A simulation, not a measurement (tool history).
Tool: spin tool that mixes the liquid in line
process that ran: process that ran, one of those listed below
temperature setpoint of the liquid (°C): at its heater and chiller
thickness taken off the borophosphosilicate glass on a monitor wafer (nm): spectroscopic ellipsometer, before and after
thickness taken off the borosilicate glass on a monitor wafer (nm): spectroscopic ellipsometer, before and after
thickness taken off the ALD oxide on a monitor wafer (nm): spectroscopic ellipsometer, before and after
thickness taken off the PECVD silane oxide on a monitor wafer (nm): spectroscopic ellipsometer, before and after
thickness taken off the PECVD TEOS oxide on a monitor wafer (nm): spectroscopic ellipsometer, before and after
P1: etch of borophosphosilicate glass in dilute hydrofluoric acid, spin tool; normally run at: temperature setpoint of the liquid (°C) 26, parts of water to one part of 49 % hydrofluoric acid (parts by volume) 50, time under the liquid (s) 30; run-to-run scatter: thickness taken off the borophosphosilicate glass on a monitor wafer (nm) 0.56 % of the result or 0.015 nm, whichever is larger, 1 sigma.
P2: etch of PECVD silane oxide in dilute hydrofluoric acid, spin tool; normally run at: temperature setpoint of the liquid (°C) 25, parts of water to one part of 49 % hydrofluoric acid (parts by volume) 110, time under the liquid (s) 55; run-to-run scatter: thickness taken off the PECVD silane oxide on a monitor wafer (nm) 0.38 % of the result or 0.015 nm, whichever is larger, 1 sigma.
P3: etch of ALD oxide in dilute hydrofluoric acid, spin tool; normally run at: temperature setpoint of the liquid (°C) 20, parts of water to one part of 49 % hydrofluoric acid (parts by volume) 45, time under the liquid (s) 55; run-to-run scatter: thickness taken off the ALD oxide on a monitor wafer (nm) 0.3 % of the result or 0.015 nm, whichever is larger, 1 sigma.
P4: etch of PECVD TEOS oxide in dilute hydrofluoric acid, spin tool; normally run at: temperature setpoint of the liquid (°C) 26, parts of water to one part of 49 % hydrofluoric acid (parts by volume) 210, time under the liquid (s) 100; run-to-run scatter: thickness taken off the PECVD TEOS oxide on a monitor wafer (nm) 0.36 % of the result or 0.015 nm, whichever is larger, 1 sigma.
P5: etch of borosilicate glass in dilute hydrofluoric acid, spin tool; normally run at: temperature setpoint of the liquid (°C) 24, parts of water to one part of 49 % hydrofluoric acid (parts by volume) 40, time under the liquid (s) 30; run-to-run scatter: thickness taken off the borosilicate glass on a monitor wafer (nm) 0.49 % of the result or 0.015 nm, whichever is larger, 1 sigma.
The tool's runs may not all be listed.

run   hour  process that ran  temperature setpoint of the liquid (°C)  parts of water to one part of 49 % hydrofluoric acid (parts by volume)  time under the liquid (s)  thickness taken off the borophosphosilicate glass on a monitor wafer (nm)  thickness taken off the borosilicate glass on a monitor wafer (nm)  thickness taken off the ALD oxide on a monitor wafer (nm)  thickness taken off the PECVD silane oxide on a monitor wafer (nm)  thickness taken off the PECVD TEOS oxide on a monitor wafer (nm)
  1   10.3                P1                                       26                                                                      50                         30                                                                     24.316
  2   19.1                P5                                       24                                                                      20                         30                                                                                                                                         38.567
  3   31.1                P1                                     31.5                                                                      50                         30                                                                     30.486
  4   39.8                P1                                       26                                                                      50                         45                                                                     36.715
  5   50.6                P3                                       20                                                                      45                         15                                                                                                                                                                                                    9.3896
  6   57.1                P1                                       26                                                                      90                         30                                                                     12.756
  7   66.7                P2                                       25                                                                     190                         55                                                                                                                                                                                                                                                                        4.5998
  8   74.4                P3                                       26                                                                      45                         55                                                                                                                                                                                                    43.853
  9   81.7                P2                                       25                                                                     110                         15                                                                                                                                                                                                                                                                        2.3534
 10   88.7                P3                                       20                                                                      20                         55                                                                                                                                                                                                    79.761
 11   95.3                P4                                       26                                                                     210                        100                                                                                                                                                                                                                                                                                                                                          12.013
 12  110.1                P2                                       25                                                                     110                         55                                                                                                                                                                                                                                                                        8.6843
 13  123.5                P1                                       26                                                                      50                         15                                                                     12.132
 14  135.6                P1                                       19                                                                      80                         30                                                                     11.086
 15  148.8                P4                                       26                                                                     210                        100                                                                                                                                                                                                                                                                                                                                          11.881
 16  157.1                P1                                       26                                                                      50                         30                                                                      24.25
 17  167.4                P2                                       25                                                                     110                         55                                                                                                                                                                                                                                                                          8.63
 18  178.7                P1                                       20                                                                      50                         30                                                                     18.781
 19  187.9                P1                                       26                                                                      25                         30                                                                     50.586
 20  198.9                P5                                       24                                                                      40                         15                                                                                                                                         9.4344
 21  212.2                P4                                       26                                                                     210                        150                                                                                                                                                                                                                                                                                                                                          17.855
 22  220.6                P3                                       20                                                                      45                         55                                                                                                                                                                                                    34.276
 23  235.5                P1                                       26                                                                      50                         30                                                                     24.325
 24  249.5                P4                                       26                                                                     330                        100                                                                                                                                                                                                                                                                                                                                          6.7145
 25  257.1                P1                                       26                                                                      50                         30                                                                     24.531
 26  269.7                P5                                       24                                                                      40                         30                                                                                                                                         18.697
 27  281.3                P5                                     30.5                                                                      40                         30                                                                                                                                         24.415
 28    290                P5                                       24                                                                      40                         30                                                                                                                                         18.731
 29  303.6                P4                                     31.5                                                                     210                        100                                                                                                                                                                                                                                                                                                                                          14.504
 30  314.4                P2                                       17                                                                     110                         55                                                                                                                                                                                                                                                                         6.265
 31  322.5                P1                                       26                                                                      50                         30                                                                     24.137
 32  335.8                P1                                       26                                                                      50                         30                                                                     24.107
 33  345.1                P1                                       26                                                                      50                         30                                                                     24.862
 34  355.8                P1                                       26                                                                      50                         30                                                                     25.606
 35  363.6                P1                                       26                                                                      50                         30                                                                     25.948
 36  370.7                P1                                       26                                                                      50                         30                                                                     25.874
 37  382.8                P1                                       26                                                                      50                         30                                                                     26.112
 38  394.4                P1                                       26                                                                      50                         30                                                                     26.195

What P1 gives has crept away from where it was. These 2 causes fit the log equally well, each at the size given:
A: hydrofluoric acid flow above the setpoint (%) = 7.12
B: liquid hotter than its thermometer reads (K) = 1.83
The creep began at about hour 335.8.

4 check runs are offered, one wafer each, their results left as question marks. Which one tells the causes apart?
check 1   406                P5                                       29                                                                      20                         30                                                                                                                                              ?
check 2   406                P4                                     29.5                                                                     290                        100                                                                                                                                                                                                                                                                                                                                               ?
check 3   406                P3                                       20                                                                      30                         55                                                                                                                                                                                                         ?
check 4   406                P2                                     17.5                                                                     150                         55                                                                                                                                                                                                                                                                             ?

What each check would give under each cause:
  check                                                              result    if A    if B
check 1  thickness taken off the borosilicate glass on a monitor wafer (nm)  50.891  51.052
check 2    thickness taken off the PECVD TEOS oxide on a monitor wafer (nm)  9.7698  9.4698
check 3           thickness taken off the ALD oxide on a monitor wafer (nm)  56.338  56.751
check 4  thickness taken off the PECVD silane oxide on a monitor wafer (nm)  4.8794  4.8568
How far apart the two closest causes lie, in the result that separates them most: check 1 0.31 %; check 2 3.12 %; check 3 0.73 %; check 4 0.46 %
Only check 2 tells the causes apart: in the others they would give nearly the same result.

Then check 2 was run and gave: thickness taken off the PECVD TEOS oxide on a monitor wafer (nm) 9.5295. Which cause is it?

It is B: liquid hotter than its thermometer reads (K).

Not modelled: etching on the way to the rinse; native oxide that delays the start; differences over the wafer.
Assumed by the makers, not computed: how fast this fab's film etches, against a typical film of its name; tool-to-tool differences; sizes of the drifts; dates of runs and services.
